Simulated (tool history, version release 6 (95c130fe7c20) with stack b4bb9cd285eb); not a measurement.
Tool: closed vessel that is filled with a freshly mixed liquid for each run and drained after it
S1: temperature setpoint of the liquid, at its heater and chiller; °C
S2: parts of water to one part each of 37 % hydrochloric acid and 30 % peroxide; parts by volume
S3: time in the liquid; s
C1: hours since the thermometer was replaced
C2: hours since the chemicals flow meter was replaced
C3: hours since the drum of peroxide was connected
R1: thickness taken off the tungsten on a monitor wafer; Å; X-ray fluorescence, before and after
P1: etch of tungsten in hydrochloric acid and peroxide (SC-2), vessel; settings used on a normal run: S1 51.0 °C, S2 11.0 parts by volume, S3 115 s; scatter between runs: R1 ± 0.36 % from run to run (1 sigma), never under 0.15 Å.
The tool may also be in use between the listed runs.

{"run": 1, "day": 0.15, "S1": 51.0, "S2": 11.0, "S3": 115, "C1": 373.6, "C2": 633.4, "C3": 312.0, "R1": 417.77}
{"run": 2, "day": 0.396, "S1": 51.0, "S2": 11.0, "S3": 115, "C1": 379.5, "C2": 639.3, "C3": 317.9, "R1": 416.84}
{"run": 3, "day": 0.546, "S1": 51.0, "S2": 11.0, "S3": 115, "C1": 383.1, "C2": 642.9, "C3": 321.5, "R1": 416.97}
{"day": 0.588, "done": "thermometer replaced"}
{"run": 4, "day": 0.738, "S1": 37.5, "S2": 11.0, "S3": 115, "C1": 3.6, "C2": 647.5, "C3": 326.1, "R1": 165.34}
{"run": 5, "day": 0.867, "S1": 51.0, "S2": 11.0, "S3": 55, "C1": 6.7, "C2": 650.6, "C3": 329.2, "R1": 201.72}
{"run": 6, "day": 1.112, "S1": 51.0, "S2": 17.5, "S3": 115, "C1": 12.6, "C2": 656.5, "C3": 335.1, "R1": 278.72}
{"run": 7, "day": 1.275, "S1": 51.0, "S2": 11.0, "S3": 190, "C1": 16.5, "C2": 660.4, "C3": 339.0, "R1": 695.83}
{"run": 8, "day": 1.408, "S1": 40.5, "S2": 16.5, "S3": 115, "C1": 19.7, "C2": 663.6, "C3": 342.2, "R1": 143.73}
{"run": 9, "day": 1.579, "S1": 51.0, "S2": 11.0, "S3": 115, "C1": 23.8, "C2": 667.7, "C3": 346.3, "R1": 417.39}
{"run": 10, "day": 1.783, "S1": 51.0, "S2": 11.0, "S3": 115, "C1": 28.7, "C2": 672.6, "C3": 351.2, "R1": 417.95}
{"run": 11, "day": 1.946, "S1": 67.5, "S2": 11.0, "S3": 115, "C1": 32.6, "C2": 676.5, "C3": 355.1, "R1": 1182.2}
{"run": 12, "day": 2.117, "S1": 51.0, "S2": 4.0, "S3": 115, "C1": 36.7, "C2": 680.6, "C3": 359.2, "R1": 913.41}
{"run": 13, "day": 2.312, "S1": 51.0, "S2": 11.0, "S3": 115, "C1": 41.4, "C2": 685.3, "C3": 363.9, "R1": 419.47}
{"run": 14, "day": 2.429, "S1": 51.0, "S2": 11.0, "S3": 115, "C1": 44.2, "C2": 688.1, "C3": 366.7, "R1": 416.87}
{"run": 15, "day": 2.679, "S1": 51.0, "S2": 11.0, "S3": 115, "C1": 50.2, "C2": 694.1, "C3": 372.7, "R1": 419.54}
{"run": 16, "day": 2.804, "S1": 51.0, "S2": 11.0, "S3": 115, "C1": 53.2, "C2": 697.1, "C3": 375.7, "R1": 407.08}
{"run": 17, "day": 3.017, "S1": 51.0, "S2": 11.0, "S3": 115, "C1": 58.3, "C2": 702.2, "C3": 380.8, "R1": 394.63}

What does the tool deliver on the next run?
{"run": 18, "day": 3.229, "S1": 51.0, "S2": 11.0, "S3": 115, "C1": 63.4, "C2": 707.3, "C3": 385.9, "R1": "?"}

R1: 389.24 Å
